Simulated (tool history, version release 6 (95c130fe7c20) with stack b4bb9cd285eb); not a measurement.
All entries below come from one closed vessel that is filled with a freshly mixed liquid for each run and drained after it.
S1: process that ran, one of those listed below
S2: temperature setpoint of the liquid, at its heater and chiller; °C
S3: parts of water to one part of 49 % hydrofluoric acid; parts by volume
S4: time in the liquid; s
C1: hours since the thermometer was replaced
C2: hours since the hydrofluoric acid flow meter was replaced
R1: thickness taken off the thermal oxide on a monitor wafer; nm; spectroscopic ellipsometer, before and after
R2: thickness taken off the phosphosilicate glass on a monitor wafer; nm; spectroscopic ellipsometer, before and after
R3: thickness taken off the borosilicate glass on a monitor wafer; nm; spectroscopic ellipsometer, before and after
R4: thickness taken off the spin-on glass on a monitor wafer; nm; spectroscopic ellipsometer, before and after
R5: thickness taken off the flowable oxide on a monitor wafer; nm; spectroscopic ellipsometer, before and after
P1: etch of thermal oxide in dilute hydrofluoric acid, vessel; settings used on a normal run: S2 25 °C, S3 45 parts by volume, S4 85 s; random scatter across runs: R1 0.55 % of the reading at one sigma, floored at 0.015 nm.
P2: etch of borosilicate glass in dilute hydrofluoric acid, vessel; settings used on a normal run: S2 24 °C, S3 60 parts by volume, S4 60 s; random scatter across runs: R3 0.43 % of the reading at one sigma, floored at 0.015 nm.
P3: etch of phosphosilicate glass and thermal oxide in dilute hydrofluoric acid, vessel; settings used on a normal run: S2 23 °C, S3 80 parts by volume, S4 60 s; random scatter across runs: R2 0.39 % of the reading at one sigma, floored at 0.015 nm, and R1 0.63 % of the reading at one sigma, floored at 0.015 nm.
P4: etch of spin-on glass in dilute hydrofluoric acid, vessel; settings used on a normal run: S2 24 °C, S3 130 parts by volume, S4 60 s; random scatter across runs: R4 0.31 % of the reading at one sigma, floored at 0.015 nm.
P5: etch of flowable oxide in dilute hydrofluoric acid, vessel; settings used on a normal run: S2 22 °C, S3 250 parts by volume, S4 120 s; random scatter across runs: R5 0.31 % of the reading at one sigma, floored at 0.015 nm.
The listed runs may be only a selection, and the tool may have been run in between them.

run,day,S1,S2,S3,S4,C1,C2,R1,R2,R3,R4,R5
1,0.242,P1,25,45,85,177.2,323.4,10.214,,,,
2,0.396,P1,25,45,85,180.9,327.1,10.214,,,,
3,0.6,P3,23,80,115,185.8,332,6.6387,141.05,,,
4,0.754,P1,25,45,30,189.5,335.7,3.5848,,,,
5,1.012,P1,31,75,85,195.7,341.9,7.413,,,,
6,1.217,P2,24,60,30,200.6,346.8,,,19.379,,
7,1.371,P1,25,45,150,204.3,350.5,17.975,,,,
8,1.592,P1,25,30,30,209.6,355.8,5.4965,,,,
9,1.858,P1,32.5,45,85,216,362.2,13.841,,,,
10,2.008,P1,25,45,85,219.6,365.8,10.231,,,,
11,2.142,P4,24,195,60,222.8,369,,,,6.9187,
12,2.421,P2,31,60,60,229.5,375.7,,,51.44,,
13,2.7,P5,17,250,120,236.2,382.4,,,,,13.528
14,2.904,P1,18,45,85,241.1,387.3,7.5358,,,,
15,3.112,P2,24,60,60,246.1,392.3,,,38.971,,
16,3.367,P1,25,45,85,252.2,398.4,10.319,,,,
17,3.629,P5,22,250,120,258.5,404.7,,,,,16.253
18,3.858,P3,30,80,60,264,410.2,4.5937,95.543,,,
19,4.038,P1,25,20,85,268.3,414.5,23.753,,,,
20,4.238,P5,22,250,230,273.1,419.3,,,,,31.363
21,4.5,P3,23,80,60,279.4,425.6,3.4612,72.933,,,
22,4.733,P3,23,50,60,285,431.2,5.7859,122.32,,,
23,4.979,P2,24,100,60,290.9,437.1,,,22.412,,
24,5.192,P4,24,130,60,296,442.2,,,,11.109,
# day 5.196: thermometer replaced
25,5.358,P4,24,130,30,3.9,446.2,,,,5.5483,
26,5.483,P1,25,45,85,6.9,449.2,10.197,,,,
27,5.621,P1,25,45,85,10.2,452.5,10.208,,,,
28,5.883,P1,19.5,45,30,16.5,458.8,2.867,,,,
29,6.075,P1,25,45,85,21.1,463.4,10.233,,,,
30,6.212,P5,22,420,120,24.4,466.7,,,,,8.3467
31,6.483,P1,25,60,85,30.9,473.2,7.4953,,,,
32,6.704,P4,17,130,60,36.2,478.5,,,,8.3797,
33,6.904,P1,25,45,85,41,483.3,10.234,,,,
34,7.033,P1,25,45,85,44.1,486.4,10.2,,,,
35,7.325,P1,25,45,85,51.1,493.4,9.8746,,,,
36,7.525,P1,25,45,85,55.9,498.2,9.7396,,,,
37,7.7,P1,25,45,85,60.1,502.4,9.5949,,,,
38,7.988,P1,25,45,85,67,509.3,9.6096,,,,
39,8.262,P1,25,45,85,73.6,515.9,9.6382,,,,
40,8.396,P1,25,45,85,76.8,519.1,9.5818,,,,
41,8.567,P1,25,45,85,80.9,523.2,9.4831,,,,
42,8.808,P1,25,45,85,86.7,529,9.5997,,,,
43,8.992,P1,25,45,85,91.1,533.4,9.5836,,,,

The log shows P1 creeping away from where it was. Any of the 2 causes listed here, at the size stated for it, fits the log just as well as the others:
A: liquid colder than its thermometer reads (K) = 1.65
B: hydrofluoric acid flow below the setpoint (%) = 6.16
The gradual shift began around day 6.904.

Of the 4 check runs listed below, each run on one wafer and each result written as a question mark, which would let you distinguish the listed causes because they would give clearly different results?
check 1,9.175,P4,17,130,35,,,,,,?,
check 2,9.175,P5,22,410,200,,,,,,,?
check 3,9.175,P2,27,60,60,,,,,?,,
check 4,9.175,P3,27,80,60,,,?,?,,,

Check results expected under each cause:
check,result,if A,if B
check 1,R4,4.5637,4.5498
check 2,R5,13.578,13.173
check 3,R3,41.137,41.016
check 4,R1,3.8277,3.8064
check 4,R2,80.445,79.999
Distance between the nearest two causes, measured in the result of the check that separates them most: check 1 0.31 %; check 2 3.03 %; check 3 0.29 %; check 4 0.56 %
Only in check 2 would the causes give clearly different results; in the remaining checks their results would be nearly the same.

Then check 2 was run and gave: R5 13.249 nm. Which cause is it?

Of the candidate causes, it is B: hydrofluoric acid flow below the setpoint (%).

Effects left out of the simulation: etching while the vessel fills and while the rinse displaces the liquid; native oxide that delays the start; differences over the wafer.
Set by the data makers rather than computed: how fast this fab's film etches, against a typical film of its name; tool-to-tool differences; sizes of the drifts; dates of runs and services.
